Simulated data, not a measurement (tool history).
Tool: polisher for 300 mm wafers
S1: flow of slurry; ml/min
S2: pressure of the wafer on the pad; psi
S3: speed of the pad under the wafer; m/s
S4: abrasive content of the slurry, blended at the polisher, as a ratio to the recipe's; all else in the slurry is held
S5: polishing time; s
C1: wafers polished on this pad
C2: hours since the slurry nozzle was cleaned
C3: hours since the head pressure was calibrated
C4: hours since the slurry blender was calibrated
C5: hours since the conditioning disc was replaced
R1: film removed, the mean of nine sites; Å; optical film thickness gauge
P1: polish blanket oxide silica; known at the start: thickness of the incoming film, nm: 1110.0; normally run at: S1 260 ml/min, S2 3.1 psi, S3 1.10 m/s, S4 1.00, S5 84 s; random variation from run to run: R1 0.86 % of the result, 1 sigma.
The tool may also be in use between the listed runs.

Run 1, hour 13.1: S1 260 ml/min, S2 3.1 psi, S3 1.10 m/s, S4 1.00, S5 84 s; C1 568; C2 51.6; C3 1068.2; C4 122.2; C5 200.6. Result: R1 2347.1 Å.
Run 2, hour 25.7: S1 260 ml/min, S2 3.1 psi, S3 1.10 m/s, S4 1.00, S5 112 s; C1 711; C2 64.2; C3 1080.8; C4 134.8; C5 213.2. Result: R1 3096.5 Å.
Run 3, hour 40.0: S1 260 ml/min, S2 1.6 psi, S3 1.10 m/s, S4 1.00, S5 84 s; C1 874; C2 78.5; C3 1095.1; C4 149.1; C5 227.5. Result: R1 1208.4 Å.
Run 4, hour 50.2: S1 260 ml/min, S2 3.1 psi, S3 1.10 m/s, S4 1.00, S5 84 s; C1 990; C2 88.7; C3 1105.3; C4 159.3; C5 237.7. Result: R1 2292.4 Å.
Run 5, hour 64.0: S1 260 ml/min, S2 3.1 psi, S3 0.56 m/s, S4 0.65, S5 84 s; C1 1147; C2 102.5; C3 1119.1; C4 173.1; C5 251.5. Result: R1 1084.6 Å.
Run 6, hour 79.0: S1 180 ml/min, S2 3.1 psi, S3 1.10 m/s, S4 1.00, S5 84 s; C1 1317; C2 117.5; C3 1134.1; C4 188.1; C5 266.5. Result: R1 2222.1 Å.
Run 7, hour 86.6: S1 365 ml/min, S2 3.1 psi, S3 1.10 m/s, S4 1.00, S5 84 s; C1 1403; C2 125.1; C3 1141.7; C4 195.7; C5 274.1. Result: R1 2434.3 Å.
At hour 96.7: worn pad replaced by a new one.
Run 8, hour 98.9: S1 260 ml/min, S2 3.1 psi, S3 1.10 m/s, S4 1.00, S5 40 s; C1 26; C2 137.4; C3 1154.0; C4 208.0; C5 286.4. Result: R1 1110.2 Å.
At hour 100.0: slurry blender recalibrated.
Run 9, hour 105.6: S1 260 ml/min, S2 3.1 psi, S3 1.10 m/s, S4 1.50, S5 84 s; C1 102; C2 144.1; C3 1160.7; C4 5.7; C5 293.1. Result: R1 2747.8 Å.
Run 10, hour 118.9: S1 260 ml/min, S2 3.1 psi, S3 1.10 m/s, S4 1.00, S5 84 s; C1 253; C2 157.4; C3 1174.0; C4 19.0; C5 306.4. Result: R1 2339.9 Å.
Run 11, hour 131.0: S1 260 ml/min, S2 3.1 psi, S3 1.40 m/s, S4 1.00, S5 84 s; C1 390; C2 169.5; C3 1186.1; C4 31.1; C5 318.5. Result: R1 2779.7 Å.
Run 12, hour 138.4: S1 260 ml/min, S2 3.1 psi, S3 1.10 m/s, S4 1.00, S5 84 s; C1 474; C2 176.9; C3 1193.5; C4 38.5; C5 325.9. Result: R1 2290.5 Å.
Run 13, hour 146.2: S1 260 ml/min, S2 3.1 psi, S3 0.76 m/s, S4 1.35, S5 84 s; C1 563; C2 184.7; C3 1201.3; C4 46.3; C5 333.7. Result: R1 1951.0 Å.
Run 14, hour 159.6: S1 260 ml/min, S2 2.0 psi, S3 1.34 m/s, S4 1.00, S5 84 s; C1 715; C2 198.1; C3 1214.7; C4 59.7; C5 347.1. Result: R1 1758.5 Å.
Run 15, hour 171.1: S1 260 ml/min, S2 3.1 psi, S3 1.10 m/s, S4 1.00, S5 84 s; C1 846; C2 209.6; C3 1226.2; C4 71.2; C5 358.6. Result: R1 2307.6 Å.
Run 16, hour 183.6: S1 260 ml/min, S2 4.9 psi, S3 1.10 m/s, S4 1.00, S5 84 s; C1 988; C2 222.1; C3 1238.7; C4 83.7; C5 371.1. Result: R1 3633.4 Å.
Run 17, hour 191.4: S1 260 ml/min, S2 3.1 psi, S3 1.10 m/s, S4 0.50, S5 84 s; C1 1077; C2 229.9; C3 1246.5; C4 91.5; C5 378.9. Result: R1 1622.8 Å.
Run 18, hour 201.0: S1 260 ml/min, S2 3.1 psi, S3 0.50 m/s, S4 1.00, S5 84 s; C1 1186; C2 239.5; C3 1256.1; C4 101.1; C5 388.5. Result: R1 1250.1 Å.
Run 19, hour 208.9: S1 260 ml/min, S2 3.1 psi, S3 1.10 m/s, S4 1.00, S5 84 s; C1 1276; C2 247.4; C3 1264.0; C4 109.0; C5 396.4. Result: R1 2338.5 Å.
Run 20, hour 215.6: S1 260 ml/min, S2 3.1 psi, S3 1.10 m/s, S4 1.00, S5 84 s; C1 1352; C2 254.1; C3 1270.7; C4 115.7; C5 403.1. Result: R1 2284.6 Å.
Run 21, hour 228.3: S1 260 ml/min, S2 3.1 psi, S3 1.10 m/s, S4 1.00, S5 84 s; C1 1496; C2 266.8; C3 1283.4; C4 128.4; C5 415.8. Result: R1 2189.1 Å.
Run 22, hour 238.2: S1 260 ml/min, S2 3.1 psi, S3 1.10 m/s, S4 1.00, S5 84 s; C1 1608; C2 276.7; C3 1293.3; C4 138.3; C5 425.7. Result: R1 2180.2 Å.
Run 23, hour 250.9: S1 260 ml/min, S2 3.1 psi, S3 1.10 m/s, S4 1.00, S5 84 s; C1 1753; C2 289.4; C3 1306.0; C4 151.0; C5 438.4. Result: R1 2125.1 Å.
At hour 254.3: conditioning disc replaced and pad reconditioned.
Run 24, hour 258.0: S1 260 ml/min, S2 3.1 psi, S3 1.10 m/s, S4 1.00, S5 84 s; C1 1834; C2 296.5; C3 1313.1; C4 158.1; C5 3.8. Result: R1 2118.9 Å.
At hour 266.7: slurry nozzle cleaned.
Run 25, hour 271.0: S1 260 ml/min, S2 3.1 psi, S3 1.10 m/s, S4 1.00, S5 84 s; C1 1981; C2 4.4; C3 1326.1; C4 171.1; C5 16.8. Result: R1 2106.6 Å.
Run 26, hour 280.2: S1 260 ml/min, S2 3.1 psi, S3 1.10 m/s, S4 1.00, S5 84 s; C1 2086; C2 13.6; C3 1335.3; C4 180.3; C5 26.0. Result: R1 2105.9 Å.
At hour 283.7: worn pad replaced by a new one.
Run 27, hour 291.1: S1 260 ml/min, S2 3.1 psi, S3 1.10 m/s, S4 1.00, S5 84 s; C1 84; C2 24.5; C3 1346.2; C4 191.2; C5 36.9. Result: R1 2107.5 Å.
Run 28, hour 304.5: S1 260 ml/min, S2 3.1 psi, S3 1.10 m/s, S4 1.00, S5 84 s; C1 237; C2 37.9; C3 1359.6; C4 204.6; C5 50.3. Result: R1 2083.7 Å.
Run 29, hour 314.6: S1 260 ml/min, S2 3.1 psi, S3 1.10 m/s, S4 1.00, S5 84 s; C1 351; C2 48.0; C3 1369.7; C4 214.7; C5 60.4. Result: R1 2068.1 Å.
Run 30, hour 322.3: S1 260 ml/min, S2 3.1 psi, S3 1.10 m/s, S4 1.00, S5 84 s; C1 439; C2 55.7; C3 1377.4; C4 222.4; C5 68.1. Result: R1 2089.5 Å.

What P1 gives has crept away from where it was. These 2 causes fit the log equally well, each at the size given:
A: abrasive missing from the slurry, % = 21.3
B: head's pressure below its setpoint, % = 11
The creep began at about hour 208.9.
Why every other cause is out:
removal rate lost through wear of the pad, %: serviced at hour 283.7, which brought nothing back
slurry flow missing at the pad, %: serviced at hour 266.7, which brought nothing back
time polished since the conditioner stopped cutting, s: serviced at hour 254.3, which brought nothing back

4 check runs are offered, each on 5 wafers whose results are averaged, their results left as question marks. Which one tells the causes apart?
Run check 1, hour 330.0: S1 260 ml/min, S2 4.8 psi, S3 1.10 m/s, S4 1.00, S5 58 s. Result: R1 ?.
Run check 2, hour 330.0: S1 260 ml/min, S2 3.1 psi, S3 0.50 m/s, S4 1.00, S5 84 s. Result: R1 ?.
Run check 3, hour 330.0: S1 260 ml/min, S2 3.1 psi, S3 1.10 m/s, S4 0.55, S5 84 s. Result: R1 ?.
Run check 4, hour 330.0: S1 350 ml/min, S2 1.6 psi, S3 1.10 m/s, S4 1.00, S5 84 s. Result: R1 ?.

What each check would give under each cause:
  check  result    if A    if B
check 1      R1  2217.1  2215.9
check 2      R1  1103.6  1103.0
check 3      R1  1459.6  1510.8
check 4      R1  1099.3  1098.7
How far apart the two closest causes lie, in the result that separates them most: check 1 0.05 %; check 2 0.05 %; check 3 3.45 %; check 4 0.05 %
Check 3 tells the causes apart: in the others they would give nearly the same result.

Check 3 was then run and gave: R1 1456.9 Å. Which cause is it?

It is A: abrasive missing from the slurry, %.

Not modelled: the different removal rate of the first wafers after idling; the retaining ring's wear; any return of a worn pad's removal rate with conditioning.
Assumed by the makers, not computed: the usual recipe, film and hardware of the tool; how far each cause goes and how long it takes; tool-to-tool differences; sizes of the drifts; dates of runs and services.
